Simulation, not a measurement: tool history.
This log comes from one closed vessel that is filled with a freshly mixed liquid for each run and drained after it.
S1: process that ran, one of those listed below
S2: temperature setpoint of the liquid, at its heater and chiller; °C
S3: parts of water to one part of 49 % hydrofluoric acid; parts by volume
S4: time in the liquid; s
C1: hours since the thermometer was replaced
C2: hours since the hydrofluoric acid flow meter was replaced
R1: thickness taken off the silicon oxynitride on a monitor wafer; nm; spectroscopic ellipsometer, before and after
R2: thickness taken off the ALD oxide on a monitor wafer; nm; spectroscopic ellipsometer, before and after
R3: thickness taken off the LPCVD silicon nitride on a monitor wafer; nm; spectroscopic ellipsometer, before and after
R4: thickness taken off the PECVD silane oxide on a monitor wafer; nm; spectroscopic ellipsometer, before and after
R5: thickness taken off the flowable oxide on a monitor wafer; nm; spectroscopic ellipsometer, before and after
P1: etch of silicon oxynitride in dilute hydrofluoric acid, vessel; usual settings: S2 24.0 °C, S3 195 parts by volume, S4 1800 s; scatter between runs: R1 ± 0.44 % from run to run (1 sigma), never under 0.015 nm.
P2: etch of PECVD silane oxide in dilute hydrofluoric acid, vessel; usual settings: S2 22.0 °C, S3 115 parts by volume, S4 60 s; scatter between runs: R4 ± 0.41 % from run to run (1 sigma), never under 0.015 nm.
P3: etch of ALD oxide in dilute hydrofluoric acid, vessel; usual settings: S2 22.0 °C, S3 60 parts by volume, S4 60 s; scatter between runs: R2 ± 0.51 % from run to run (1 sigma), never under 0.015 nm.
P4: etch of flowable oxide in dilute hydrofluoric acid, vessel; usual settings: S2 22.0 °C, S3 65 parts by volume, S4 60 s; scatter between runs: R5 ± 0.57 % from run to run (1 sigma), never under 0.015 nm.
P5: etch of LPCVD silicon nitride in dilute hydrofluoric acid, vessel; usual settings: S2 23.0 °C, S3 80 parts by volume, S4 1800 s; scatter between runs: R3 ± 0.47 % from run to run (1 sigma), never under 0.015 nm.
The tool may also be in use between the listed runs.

run	day	S1	S2	S3	S4	C1	C2	R1	R2	R3	R4	R5
1	0.475	P1	24.0	195	1800	728.6	196.6	17.5660				
2	0.833	P3	22.0	60	60	737.2	205.2		12.855			
3	1.375	P5	23.0	20	1800	750.2	218.2			41.7780		
4	1.883	P1	24.0	195	3440	762.4	230.4	33.6550				
5	2.346	P1	24.0	195	1800	773.5	241.5	17.4970				
6	2.825	P1	24.0	195	465	785.0	253.0	4.5964				
7	3.396	P2	22.0	115	60	798.7	266.7				17.296	
8	3.854	P1	24.0	340	1800	809.7	277.7	9.1001				
9	4.438	P1	24.0	195	1800	823.7	291.7	17.6630				
# day 4.521: thermometer replaced
10	4.875	P3	22.0	30	60	8.5	302.2		26.716			
11	5.325	P4	22.0	65	60	19.3	313.0					42.837
12	6.021	P4	22.0	20	60	36.0	329.7					147.180
13	6.529	P2	22.0	115	60	48.2	341.9				17.267	
14	6.850	P1	20.0	195	1800	55.9	349.6	14.5770				
15	7.162	P5	23.0	80	1800	63.4	357.1			11.0180		
16	7.646	P3	22.0	60	105	75.0	368.7		22.300			
17	8.242	P5	23.0	80	2820	89.3	383.0			17.0590		
18	8.696	P1	29.0	195	455	100.2	393.9	5.5331				
19	9.038	P4	29.0	65	60	108.4	402.1					57.092
20	9.525	P1	24.0	195	1800	120.1	413.8	17.5160				
21	9.883	P1	29.5	130	1800	128.7	422.4	35.3460				
22	10.192	P1	24.0	85	1800	136.1	429.8	43.7980				
23	10.500	P1	24.0	195	1800	143.5	437.2	17.5260				
24	10.829	P2	22.0	115	115	151.4	445.1				33.341	
25	11.350	P3	17.5	60	60	163.9	457.6		10.644			
26	11.975	P1	24.0	195	1800	178.9	472.6	17.5590				
27	12.596	P5	18.5	80	1800	193.8	487.5			7.9897		
28	13.238	P4	22.0	65	95	209.2	502.9					68.738
29	13.683	P1	31.5	195	1800	219.9	513.6	24.1110				
30	14.158	P2	17.0	115	60	231.3	525.0				14.065	
31	14.662	P1	24.0	340	2625	243.4	537.1	13.2850				
32	15.183	P2	22.0	25	60	255.9	549.6				88.337	
33	15.642	P1	24.0	195	1800	266.9	560.6	17.6720				
34	16.333	P1	24.0	195	1800	283.5	577.2	16.7680				
35	16.892	P1	24.0	195	1800	296.9	590.6	16.3960				
36	17.479	P1	24.0	195	1800	311.0	604.7	16.1030				
37	18.054	P1	24.0	195	1800	324.8	618.5	16.0060				
38	18.454	P1	24.0	195	1800	334.4	628.1	16.0130				
39	19.025	P1	24.0	195	1800	348.1	641.8	15.6970				
40	19.562	P1	24.0	195	1800	361.0	654.7	15.7500				
41	20.171	P1	24.0	195	1800	375.6	669.3	15.8510				
42	20.721	P1	24.0	195	1800	388.8	682.5	15.7680				
43	21.104	P1	24.0	195	1800	398.0	691.7	15.6790				

The output of P1 has drifted from where it used to be. Each of the 2 causes below, taken at the size shown beside it, accounts for the log equally well:
A: liquid colder than its thermometer reads (K) = 2.43
B: hydrofluoric acid flow below the setpoint (%) = 9.08
The onset of the drift is placed at about day 15.642.

Question marks stand in for the results of the 4 check runs listed below, each run on one wafer. Under which run would the listed causes show clearly different results?
check 1	21.488	P5	23.0	80	2475					?		
check 2	21.488	P4	22.0	45	60							?
check 3	21.488	P3	22.0	35	100				?			
check 4	21.488	P2	17.5	115	60						?	

How each check would come out, cause by cause:
check	result	if A	if B
check 1	R3	12.6830	13.6140
check 2	R5	57.512	57.637
check 3	R2	34.061	34.196
check 4	R4	12.996	12.937
Per check, the gap between the least separated pair of causes, taken in the result that splits them most: check 1 7.08 %; check 2 0.22 %; check 3 0.39 %; check 4 0.46 %
The other checks would show nearly matching results whichever cause is true, so check 1 is the only one that separates the causes.

Then check 1 was run and gave: R3 13.5410 nm. Which cause is it?

It was cause B: hydrofluoric acid flow below the setpoint (%).
